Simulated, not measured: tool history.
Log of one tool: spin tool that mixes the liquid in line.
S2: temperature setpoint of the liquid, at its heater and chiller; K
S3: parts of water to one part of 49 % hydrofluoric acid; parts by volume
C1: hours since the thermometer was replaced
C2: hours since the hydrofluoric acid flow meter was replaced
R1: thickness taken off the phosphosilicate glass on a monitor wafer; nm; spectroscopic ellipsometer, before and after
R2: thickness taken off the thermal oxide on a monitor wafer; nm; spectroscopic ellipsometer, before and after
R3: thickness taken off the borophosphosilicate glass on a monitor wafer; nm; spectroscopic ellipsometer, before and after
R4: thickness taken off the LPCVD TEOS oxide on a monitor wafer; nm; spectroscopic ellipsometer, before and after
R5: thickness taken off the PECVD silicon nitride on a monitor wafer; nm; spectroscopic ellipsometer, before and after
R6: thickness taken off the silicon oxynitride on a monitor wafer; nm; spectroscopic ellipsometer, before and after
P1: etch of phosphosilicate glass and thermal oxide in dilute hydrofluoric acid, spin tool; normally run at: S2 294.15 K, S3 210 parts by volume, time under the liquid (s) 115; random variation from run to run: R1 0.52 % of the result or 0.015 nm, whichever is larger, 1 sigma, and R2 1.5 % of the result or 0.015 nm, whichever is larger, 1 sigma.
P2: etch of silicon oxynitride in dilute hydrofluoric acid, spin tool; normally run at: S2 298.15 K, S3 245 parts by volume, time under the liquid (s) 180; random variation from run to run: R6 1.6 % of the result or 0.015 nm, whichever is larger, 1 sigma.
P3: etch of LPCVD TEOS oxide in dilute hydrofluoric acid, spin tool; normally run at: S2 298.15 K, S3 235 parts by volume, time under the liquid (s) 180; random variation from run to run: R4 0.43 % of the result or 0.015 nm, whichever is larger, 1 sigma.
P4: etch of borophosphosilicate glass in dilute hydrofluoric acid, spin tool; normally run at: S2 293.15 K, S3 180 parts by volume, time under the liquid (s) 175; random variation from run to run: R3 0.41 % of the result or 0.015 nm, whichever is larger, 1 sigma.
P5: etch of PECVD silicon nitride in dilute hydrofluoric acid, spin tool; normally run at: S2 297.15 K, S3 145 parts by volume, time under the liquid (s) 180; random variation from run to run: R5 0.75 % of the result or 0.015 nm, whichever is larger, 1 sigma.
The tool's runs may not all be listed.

{"run": 1, "day": 0.638, "process that ran": "P1", "S2": 294.15, "S3": 210, "time under the liquid (s)": 115, "C1": 1765.0, "C2": 230.4, "R1": 59.427, "R2": 1.8309}
{"run": 2, "day": 1.204, "process that ran": "P1", "S2": 294.15, "S3": 210, "time under the liquid (s)": 15, "C1": 1778.6, "C2": 244.0, "R1": 7.7174, "R2": 0.23707}
{"run": 3, "day": 1.558, "process that ran": "P1", "S2": 294.15, "S3": 210, "time under the liquid (s)": 115, "C1": 1787.1, "C2": 252.5, "R1": 59.03, "R2": 1.807}
{"run": 4, "day": 2.208, "process that ran": "P1", "S2": 301.65, "S3": 210, "time under the liquid (s)": 115, "C1": 1802.7, "C2": 268.1, "R1": 78.313, "R2": 2.3953}
{"day": 2.233, "done": "hydrofluoric acid flow meter replaced"}
{"run": 5, "day": 2.688, "process that ran": "P1", "S2": 294.15, "S3": 210, "time under the liquid (s)": 195, "C1": 1814.2, "C2": 10.9, "R1": 101.03, "R2": 3.1092}
{"run": 6, "day": 3.079, "process that ran": "P4", "S2": 293.15, "S3": 180, "time under the liquid (s)": 30, "C1": 1823.6, "C2": 20.3, "R3": 5.1378}
{"run": 7, "day": 3.704, "process that ran": "P4", "S2": 293.15, "S3": 65, "time under the liquid (s)": 175, "C1": 1838.6, "C2": 35.3, "R3": 93.65}
{"run": 8, "day": 4.192, "process that ran": "P1", "S2": 294.15, "S3": 210, "time under the liquid (s)": 115, "C1": 1850.3, "C2": 47.0, "R1": 59.86, "R2": 1.8127}
{"run": 9, "day": 4.625, "process that ran": "P1", "S2": 290.15, "S3": 210, "time under the liquid (s)": 115, "C1": 1860.7, "C2": 57.4, "R1": 50.72, "R2": 1.5641}
{"run": 10, "day": 5.062, "process that ran": "P3", "S2": 298.15, "S3": 235, "time under the liquid (s)": 180, "C1": 1871.2, "C2": 67.9, "R4": 16.805}
{"run": 11, "day": 5.721, "process that ran": "P5", "S2": 301.15, "S3": 145, "time under the liquid (s)": 180, "C1": 1887.0, "C2": 83.7, "R5": 3.9348}
{"run": 12, "day": 6.312, "process that ran": "P5", "S2": 297.15, "S3": 145, "time under the liquid (s)": 180, "C1": 1901.2, "C2": 97.9, "R5": 3.0756}
{"run": 13, "day": 6.9, "process that ran": "P4", "S2": 293.15, "S3": 180, "time under the liquid (s)": 175, "C1": 1915.3, "C2": 112.0, "R3": 29.746}
{"run": 14, "day": 7.267, "process that ran": "P2", "S2": 298.15, "S3": 245, "time under the liquid (s)": 315, "C1": 1924.1, "C2": 120.8, "R6": 2.3102}
{"run": 15, "day": 7.629, "process that ran": "P5", "S2": 297.15, "S3": 145, "time under the liquid (s)": 275, "C1": 1932.8, "C2": 129.5, "R5": 4.644}
{"run": 16, "day": 8.158, "process that ran": "P3", "S2": 304.65, "S3": 235, "time under the liquid (s)": 180, "C1": 1945.5, "C2": 142.2, "R4": 21.097}
{"run": 17, "day": 8.533, "process that ran": "P1", "S2": 300.65, "S3": 75, "time under the liquid (s)": 115, "C1": 1954.5, "C2": 151.2, "R1": 249.17, "R2": 7.6211}
{"run": 18, "day": 9.054, "process that ran": "P2", "S2": 298.15, "S3": 245, "time under the liquid (s)": 180, "C1": 1967.0, "C2": 163.7, "R6": 1.3475}
{"run": 19, "day": 9.646, "process that ran": "P1", "S2": 294.15, "S3": 370, "time under the liquid (s)": 65, "C1": 1981.2, "C2": 177.9, "R1": 16.511, "R2": 0.50568}
{"day": 9.838, "done": "thermometer replaced"}
{"run": 20, "day": 10.067, "process that ran": "P3", "S2": 298.15, "S3": 235, "time under the liquid (s)": 330, "C1": 5.5, "C2": 188.0, "R4": 30.91}
{"run": 21, "day": 10.588, "process that ran": "P1", "S2": 294.15, "S3": 50, "time under the liquid (s)": 115, "C1": 18.0, "C2": 200.5, "R1": 299.98, "R2": 9.5752}
{"run": 22, "day": 11.175, "process that ran": "P2", "S2": 298.15, "S3": 245, "time under the liquid (s)": 180, "C1": 32.1, "C2": 214.6, "R6": 1.3292}
{"run": 23, "day": 11.808, "process that ran": "P2", "S2": 306.15, "S3": 245, "time under the liquid (s)": 180, "C1": 47.3, "C2": 229.8, "R6": 1.7654}
{"run": 24, "day": 12.125, "process that ran": "P4", "S2": 290.15, "S3": 180, "time under the liquid (s)": 175, "C1": 54.9, "C2": 237.4, "R3": 26.622}
{"run": 25, "day": 12.625, "process that ran": "P5", "S2": 297.15, "S3": 240, "time under the liquid (s)": 180, "C1": 66.9, "C2": 249.4, "R5": 1.8508}
{"run": 26, "day": 13.138, "process that ran": "P1", "S2": 294.15, "S3": 320, "time under the liquid (s)": 115, "C1": 79.2, "C2": 261.7, "R1": 35.298, "R2": 1.0824}
{"run": 27, "day": 13.462, "process that ran": "P1", "S2": 294.15, "S3": 210, "time under the liquid (s)": 115, "C1": 87.0, "C2": 269.5, "R1": 59.064, "R2": 1.8811}
{"run": 28, "day": 13.95, "process that ran": "P3", "S2": 298.15, "S3": 390, "time under the liquid (s)": 180, "C1": 98.7, "C2": 281.2, "R4": 8.6368}
{"run": 29, "day": 14.362, "process that ran": "P2", "S2": 298.15, "S3": 75, "time under the liquid (s)": 180, "C1": 108.6, "C2": 291.1, "R6": 4.8928}
{"run": 30, "day": 15.029, "process that ran": "P1", "S2": 294.15, "S3": 210, "time under the liquid (s)": 115, "C1": 124.6, "C2": 307.1, "R1": 59.685, "R2": 1.8685}
{"run": 31, "day": 15.617, "process that ran": "P1", "S2": 294.15, "S3": 210, "time under the liquid (s)": 115, "C1": 138.7, "C2": 321.2, "R1": 60.248, "R2": 1.9185}
{"run": 32, "day": 15.996, "process that ran": "P1", "S2": 294.15, "S3": 210, "time under the liquid (s)": 115, "C1": 147.8, "C2": 330.3, "R1": 61.165, "R2": 1.9352}
{"run": 33, "day": 16.604, "process that ran": "P1", "S2": 294.15, "S3": 210, "time under the liquid (s)": 115, "C1": 162.4, "C2": 344.9, "R1": 62.271, "R2": 1.9627}
{"run": 34, "day": 17.288, "process that ran": "P1", "S2": 294.15, "S3": 210, "time under the liquid (s)": 115, "C1": 178.8, "C2": 361.3, "R1": 62.415, "R2": 1.9324}
{"run": 35, "day": 17.721, "process that ran": "P1", "S2": 294.15, "S3": 210, "time under the liquid (s)": 115, "C1": 189.2, "C2": 371.7, "R1": 62.365, "R2": 1.9441}
{"run": 36, "day": 18.212, "process that ran": "P1", "S2": 294.15, "S3": 210, "time under the liquid (s)": 115, "C1": 201.0, "C2": 383.5, "R1": 62.733, "R2": 1.9652}
{"run": 37, "day": 18.771, "process that ran": "P1", "S2": 294.15, "S3": 210, "time under the liquid (s)": 115, "C1": 214.4, "C2": 396.9, "R1": 63.055, "R2": 1.9383}
{"run": 38, "day": 19.379, "process that ran": "P1", "S2": 294.15, "S3": 210, "time under the liquid (s)": 115, "C1": 229.0, "C2": 411.5, "R1": 62.436, "R2": 1.9487}
{"run": 39, "day": 19.958, "process that ran": "P1", "S2": 294.15, "S3": 210, "time under the liquid (s)": 115, "C1": 242.9, "C2": 425.4, "R1": 63.276, "R2": 1.9415}
{"run": 40, "day": 20.342, "process that ran": "P1", "S2": 294.15, "S3": 210, "time under the liquid (s)": 115, "C1": 252.1, "C2": 434.6, "R1": 63.083, "R2": 1.9622}
{"run": 41, "day": 21.042, "process that ran": "P1", "S2": 294.15, "S3": 210, "time under the liquid (s)": 115, "C1": 268.9, "C2": 451.4, "R1": 62.931, "R2": 1.9856}

What P1 gives has crept away from where it was. These 2 causes fit the log equally well, each at the size given:
A: liquid hotter than its thermometer reads (K) = 1.69
B: hydrofluoric acid flow above the setpoint (%) = 5.39
The creep began at about day 15.029.

4 check runs are offered, each on 2 wafers whose results are averaged, their results left as question marks. Which one tells the causes apart?
{"run": "check 1", "day": 21.742, "process that ran": "P2", "S2": 298.15, "S3": 245, "time under the liquid (s)": 180, "R6": "?"}
{"run": "check 2", "day": 21.742, "process that ran": "P5", "S2": 297.15, "S3": 145, "time under the liquid (s)": 180, "R5": "?"}
{"run": "check 3", "day": 21.742, "process that ran": "P3", "S2": 298.15, "S3": 235, "time under the liquid (s)": 180, "R4": "?"}
{"run": "check 4", "day": 21.742, "process that ran": "P4", "S2": 293.15, "S3": 180, "time under the liquid (s)": 175, "R3": "?"}

What each check would give under each cause:
check=check_1 result=R6 if_A=1.4039 if_B=1.3895
check=check_2 result=R5 if_A=3.4094 if_B=3.2221
check=check_3 result=R4 if_A=17.8410 if_B=17.9400
check=check_4 result=R3 if_A=31.7680 if_B=31.6520
How far apart the two closest causes lie, in the result that separates them most: check 1 1.03 %; check 2 5.65 %; check 3 0.55 %; check 4 0.36 %
Check 2 tells the causes apart: in the others they would give nearly the same result.

Check 2 was then run and gave: R5 3.2375 nm. Which cause is it?

It is B: hydrofluoric acid flow above the setpoint (%).
